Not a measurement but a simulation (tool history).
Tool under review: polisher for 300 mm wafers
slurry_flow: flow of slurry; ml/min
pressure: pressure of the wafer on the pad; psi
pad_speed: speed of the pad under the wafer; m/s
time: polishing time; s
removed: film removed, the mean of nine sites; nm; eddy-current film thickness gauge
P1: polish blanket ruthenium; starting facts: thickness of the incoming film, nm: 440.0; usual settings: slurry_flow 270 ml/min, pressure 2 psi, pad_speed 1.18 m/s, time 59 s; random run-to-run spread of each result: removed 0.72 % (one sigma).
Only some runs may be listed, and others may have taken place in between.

run	hour	slurry_flow	pressure	pad_speed	time	wafers polished on this pad	hours since the slurry nozzle was cleaned	hours since the head pressure was calibrated	removed
1	3.3	270	2	1.18	59	906	312.9	440.2	74.366
2	6.6	270	2	1.18	59	934	316.2	443.5	75.057
3	10.7	270	2	1.18	59	968	320.3	447.6	75.202
# hour 13.9: head pressure recalibrated
4	14.1	270	2	0.62	59	996	323.7	0.3	39.625
5	16.6	270	1.4	1.18	59	1017	326.2	2.8	52.88
6	20.3	345	2	1.18	59	1048	329.9	6.5	77.15
7	24.5	270	2	1.18	59	1083	334.1	10.7	74.301
8	28.7	160	2	1.18	59	1118	338.3	14.9	69.447
9	32.7	270	2	1.64	59	1152	342.3	18.9	103.08
10	35.6	270	2.6	1.18	59	1176	345.2	21.8	97.834
11	38.7	270	2	1.18	82	1202	348.3	24.9	104.17
# hour 42.5: slurry nozzle cleaned
12	42.7	270	1.2	0.58	59	1235	0.3	28.9	21.86
13	44.7	270	2	1.18	59	1252	2.3	30.9	75.694
14	49	270	2	1.18	40	1288	6.6	35.2	50.319
15	52.6	270	2	1.18	59	1318	10.2	38.8	74.605
16	56.5	270	2	1.18	59	1350	14.1	42.7	72.876
17	60.2	270	2	1.18	59	1381	17.8	46.4	72.377
18	63.5	270	2	1.18	59	1409	21.1	49.7	71.183
# hour 67.2: head pressure recalibrated
19	67.3	270	2	1.18	59	1440	24.9	0.1	71.278
20	71.8	270	2	1.18	59	1478	29.4	4.6	70.913
21	75.6	270	2	1.18	59	1510	33.2	8.4	71.262

Something has made what P1 gives creep away from where it was; the 2 causes below, each at its own stated size, fit the log equally well:
A: removal rate lost through wear of the pad, % = 5.02
B: slurry flow missing at the pad, % = 34.5
At approximately hour 52.6, the process output began to creep.
Each remaining cause and why it is not a fit:
head's pressure below its setpoint, %: serviced at hour 67.2, after the change had begun; the process did not return to its earlier output

Below are 4 check runs, each averaged over 3 wafers, with their results shown as question marks. Which of them would give clearly different results depending on which cause is behind the drift?
check 1	79.4	160	2	0.9	59				?
check 2	79.4	270	2	1.44	80				?
check 3	79.4	270	2	0.66	59				?
check 4	79.4	270	1.4	1.18	59				?

What every check run would give for each of its results, assuming each possible cause in turn:
check	result	if A	if B
check 1	removed	50.617	49.021
check 2	removed	117.41	117.42
check 3	removed	39.686	39.69
check 4	removed	49.667	49.672
Per check, the gap between the least separated pair of causes, taken in the result that splits them most: check 1 3.2 %; check 2 0.01 %; check 3 0.01 %; check 4 0.01 %
The causes can be told apart only by check 1. The other checks would give nearly the same results under each of them.

Then check 1 was run and gave: removed 50.344 nm. Which cause is it?

Of the candidate causes, it is A: removal rate lost through wear of the pad, %.
